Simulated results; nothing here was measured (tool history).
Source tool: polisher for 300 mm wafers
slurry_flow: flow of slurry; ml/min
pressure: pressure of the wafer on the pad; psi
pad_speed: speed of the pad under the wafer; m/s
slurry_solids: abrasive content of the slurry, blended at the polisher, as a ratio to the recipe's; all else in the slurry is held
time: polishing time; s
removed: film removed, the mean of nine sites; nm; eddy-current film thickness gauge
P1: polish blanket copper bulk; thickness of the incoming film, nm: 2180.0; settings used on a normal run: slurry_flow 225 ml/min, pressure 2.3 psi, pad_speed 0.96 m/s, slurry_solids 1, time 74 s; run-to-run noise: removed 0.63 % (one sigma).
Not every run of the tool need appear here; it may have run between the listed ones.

run	hour	slurry_flow	pressure	pad_speed	slurry_solids	time	removed
1	12.9	225	2.3	0.96	1	74	603.61
2	21	225	2.3	0.96	1	101	818.9
3	32.4	225	1.3	0.96	1	74	341.8
4	44.1	225	2.3	0.96	1	74	604.08
5	53	340	2.3	0.96	1	74	627.38
6	62.2	225	2.3	1.52	1	74	943.02
7	68.8	225	2.3	0.96	1	74	601.85
# hour 80.4: head pressure recalibrated
8	80.8	225	2.3	0.96	0.7	74	558.84
9	92.6	225	2.3	0.96	1	36	289.17
10	98.9	225	2.3	0.96	1	74	605.03
11	110.6	225	2.3	0.44	1	74	271.99
12	119.7	345	2.3	0.96	1.4	74	673.7
13	130.7	135	2.3	0.96	1	74	559.67
14	138.4	225	3.4	0.96	1	74	884.82
15	151	225	2.3	0.96	1	74	599.46
16	158.9	225	2.3	0.96	1.4	74	646.48
17	169.5	160	2.3	0.44	1	74	260.9
18	179.8	225	2.3	0.96	1	74	599.14
19	192.4	225	2.3	0.96	1	74	586.71
20	201.2	225	2.3	0.96	1	74	578.7
21	208.2	225	2.3	0.96	1	74	582.55
22	217.7	225	2.3	0.96	1	74	565.53

The next listed run, before its measurement:
# hour 224.9: head pressure recalibrated
23	227.3	225	2.3	0.96	1	74	?

{"run 23": {"removed": 560.71}}
